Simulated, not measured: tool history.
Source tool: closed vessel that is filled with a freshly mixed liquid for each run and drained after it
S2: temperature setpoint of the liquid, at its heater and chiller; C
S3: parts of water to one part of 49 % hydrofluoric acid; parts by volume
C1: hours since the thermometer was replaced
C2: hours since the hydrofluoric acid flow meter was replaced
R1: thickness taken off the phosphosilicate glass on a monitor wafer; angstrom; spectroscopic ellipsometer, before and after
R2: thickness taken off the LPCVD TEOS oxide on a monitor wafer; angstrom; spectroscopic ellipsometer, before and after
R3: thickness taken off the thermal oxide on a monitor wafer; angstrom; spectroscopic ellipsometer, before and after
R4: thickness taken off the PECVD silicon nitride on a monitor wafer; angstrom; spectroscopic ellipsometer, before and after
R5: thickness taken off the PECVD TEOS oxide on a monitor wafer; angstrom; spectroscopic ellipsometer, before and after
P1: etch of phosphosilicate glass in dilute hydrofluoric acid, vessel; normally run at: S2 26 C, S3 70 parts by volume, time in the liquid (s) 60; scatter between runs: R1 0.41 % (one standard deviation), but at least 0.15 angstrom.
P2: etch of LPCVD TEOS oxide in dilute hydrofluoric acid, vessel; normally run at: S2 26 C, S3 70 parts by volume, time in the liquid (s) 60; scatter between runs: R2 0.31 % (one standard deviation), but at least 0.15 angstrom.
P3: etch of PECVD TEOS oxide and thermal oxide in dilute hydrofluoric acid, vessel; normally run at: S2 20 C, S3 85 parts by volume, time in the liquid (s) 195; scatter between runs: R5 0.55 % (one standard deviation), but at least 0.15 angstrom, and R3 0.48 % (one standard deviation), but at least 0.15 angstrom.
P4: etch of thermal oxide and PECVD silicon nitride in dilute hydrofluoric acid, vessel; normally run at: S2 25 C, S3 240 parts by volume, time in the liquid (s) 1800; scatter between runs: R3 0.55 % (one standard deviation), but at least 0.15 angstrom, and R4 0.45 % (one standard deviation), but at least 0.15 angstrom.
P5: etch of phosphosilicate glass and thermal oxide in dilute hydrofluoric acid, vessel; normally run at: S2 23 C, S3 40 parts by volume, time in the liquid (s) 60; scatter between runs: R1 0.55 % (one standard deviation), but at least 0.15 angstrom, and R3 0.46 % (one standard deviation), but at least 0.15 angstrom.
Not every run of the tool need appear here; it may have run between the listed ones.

{"run": 1, "hour": 7.3, "process that ran": "P1", "S2": 26, "S3": 70, "time in the liquid (s)": 60, "C1": 1402.1, "C2": 449.5, "R1": 1949.4}
{"run": 2, "hour": 14.3, "process that ran": "P2", "S2": 26, "S3": 125, "time in the liquid (s)": 60, "C1": 1409.1, "C2": 456.5, "R2": 293.48}
{"run": 3, "hour": 20.3, "process that ran": "P5", "S2": 23, "S3": 40, "time in the liquid (s)": 90, "C1": 1415.1, "C2": 462.5, "R1": 1371.4, "R3": 103.61}
{"run": 4, "hour": 25.0, "process that ran": "P4", "S2": 25, "S3": 240, "time in the liquid (s)": 1800, "C1": 1419.8, "C2": 467.2, "R3": 325.83, "R4": 263.22}
{"run": 5, "hour": 32.0, "process that ran": "P5", "S2": 23, "S3": 40, "time in the liquid (s)": 60, "C1": 1426.8, "C2": 474.2, "R1": 923.04, "R3": 69.013}
{"run": 6, "hour": 38.7, "process that ran": "P1", "S2": 26, "S3": 35, "time in the liquid (s)": 30, "C1": 1433.5, "C2": 480.9, "R1": 2070.1}
{"run": 7, "hour": 43.5, "process that ran": "P5", "S2": 28.5, "S3": 40, "time in the liquid (s)": 60, "C1": 1438.3, "C2": 485.7, "R1": 1154.3, "R3": 86.83}
{"run": 8, "hour": 48.0, "process that ran": "P4", "S2": 25, "S3": 430, "time in the liquid (s)": 1800, "C1": 1442.8, "C2": 490.2, "R3": 149.54, "R4": 147.97}
{"run": 9, "hour": 51.7, "process that ran": "P3", "S2": 20, "S3": 85, "time in the liquid (s)": 195, "C1": 1446.5, "C2": 493.9, "R3": 96.338, "R5": 539.75}
{"run": 10, "hour": 56.8, "process that ran": "P1", "S2": 26, "S3": 70, "time in the liquid (s)": 60, "C1": 1451.6, "C2": 499, "R1": 1975.4}
{"run": 11, "hour": 61.2, "process that ran": "P5", "S2": 23, "S3": 25, "time in the liquid (s)": 60, "C1": 1456, "C2": 503.4, "R1": 1501.2, "R3": 113.37}
{"run": 12, "hour": 66.4, "process that ran": "P2", "S2": 26, "S3": 70, "time in the liquid (s)": 30, "C1": 1461.2, "C2": 508.6, "R2": 280.09}
{"run": 13, "hour": 72.3, "process that ran": "P3", "S2": 20, "S3": 145, "time in the liquid (s)": 195, "C1": 1467.1, "C2": 514.5, "R3": 52.695, "R5": 294.96}
{"run": 14, "hour": 79.1, "process that ran": "P1", "S2": 26, "S3": 125, "time in the liquid (s)": 60, "C1": 1473.9, "C2": 521.3, "R1": 1028.9}
{"run": 15, "hour": 85.1, "process that ran": "P1", "S2": 26, "S3": 70, "time in the liquid (s)": 60, "C1": 1479.9, "C2": 527.3, "R1": 1950.4}
{"run": 16, "hour": 90.8, "process that ran": "P1", "S2": 19, "S3": 70, "time in the liquid (s)": 60, "C1": 1485.6, "C2": 533, "R1": 1482.7}
{"run": 17, "hour": 97.5, "process that ran": "P4", "S2": 18.5, "S3": 240, "time in the liquid (s)": 1800, "C1": 1492.3, "C2": 539.7, "R3": 254.62, "R4": 174.95}
{"hour": 101.9, "done": "thermometer replaced"}
{"run": 18, "hour": 102.7, "process that ran": "P1", "S2": 26, "S3": 70, "time in the liquid (s)": 30, "C1": 0.8, "C2": 544.9, "R1": 982.56}
{"run": 19, "hour": 110.3, "process that ran": "P1", "S2": 26, "S3": 70, "time in the liquid (s)": 60, "C1": 8.4, "C2": 552.5, "R1": 1972.1}
{"run": 20, "hour": 114.8, "process that ran": "P1", "S2": 26, "S3": 70, "time in the liquid (s)": 110, "C1": 12.9, "C2": 557, "R1": 3611.6}
{"run": 21, "hour": 121.9, "process that ran": "P1", "S2": 26, "S3": 70, "time in the liquid (s)": 60, "C1": 20, "C2": 564.1, "R1": 1982.1}
{"run": 22, "hour": 128.6, "process that ran": "P3", "S2": 20, "S3": 85, "time in the liquid (s)": 195, "C1": 26.7, "C2": 570.8, "R3": 96.208, "R5": 546.26}
{"run": 23, "hour": 135.8, "process that ran": "P4", "S2": 25, "S3": 240, "time in the liquid (s)": 3025, "C1": 33.9, "C2": 578, "R3": 536.77, "R4": 447.51}
{"run": 24, "hour": 143.2, "process that ran": "P5", "S2": 23, "S3": 40, "time in the liquid (s)": 60, "C1": 41.3, "C2": 585.4, "R1": 923.04, "R3": 69.213}
{"run": 25, "hour": 146.7, "process that ran": "P2", "S2": 33.5, "S3": 70, "time in the liquid (s)": 60, "C1": 44.8, "C2": 588.9, "R2": 748.11}
{"run": 26, "hour": 151.8, "process that ran": "P4", "S2": 25, "S3": 240, "time in the liquid (s)": 1800, "C1": 49.9, "C2": 594, "R3": 326.42, "R4": 266.3}
{"run": 27, "hour": 157.7, "process that ran": "P3", "S2": 20, "S3": 85, "time in the liquid (s)": 300, "C1": 55.8, "C2": 599.9, "R3": 148.05, "R5": 832.46}
{"run": 28, "hour": 161.8, "process that ran": "P1", "S2": 26, "S3": 70, "time in the liquid (s)": 60, "C1": 59.9, "C2": 604, "R1": 1955}
{"run": 29, "hour": 166.2, "process that ran": "P1", "S2": 21, "S3": 125, "time in the liquid (s)": 60, "C1": 64.3, "C2": 608.4, "R1": 842.56}
{"run": 30, "hour": 172.2, "process that ran": "P1", "S2": 33.5, "S3": 70, "time in the liquid (s)": 60, "C1": 70.3, "C2": 614.4, "R1": 2614.6}
{"run": 31, "hour": 178.8, "process that ran": "P1", "S2": 26, "S3": 30, "time in the liquid (s)": 60, "C1": 76.9, "C2": 621, "R1": 4852.4}
{"run": 32, "hour": 185.9, "process that ran": "P3", "S2": 27, "S3": 85, "time in the liquid (s)": 195, "C1": 84, "C2": 628.1, "R3": 126.59, "R5": 719.26}
{"run": 33, "hour": 190.2, "process that ran": "P2", "S2": 26, "S3": 70, "time in the liquid (s)": 60, "C1": 88.3, "C2": 632.4, "R2": 559.77}
{"run": 34, "hour": 197.3, "process that ran": "P1", "S2": 31, "S3": 70, "time in the liquid (s)": 35, "C1": 95.4, "C2": 639.5, "R1": 1395.7}
{"run": 35, "hour": 201.5, "process that ran": "P1", "S2": 26, "S3": 70, "time in the liquid (s)": 60, "C1": 99.6, "C2": 643.7, "R1": 1967.7}

Run 36 is up next; what results do you expect?
{"run": 36, "hour": 206.4, "process that ran": "P1", "S2": 26, "S3": 70, "time in the liquid (s)": 60, "C1": 104.5, "C2": 648.6, "R1": "?"}

Run 36 came out at R1 2027.2 angstrom.

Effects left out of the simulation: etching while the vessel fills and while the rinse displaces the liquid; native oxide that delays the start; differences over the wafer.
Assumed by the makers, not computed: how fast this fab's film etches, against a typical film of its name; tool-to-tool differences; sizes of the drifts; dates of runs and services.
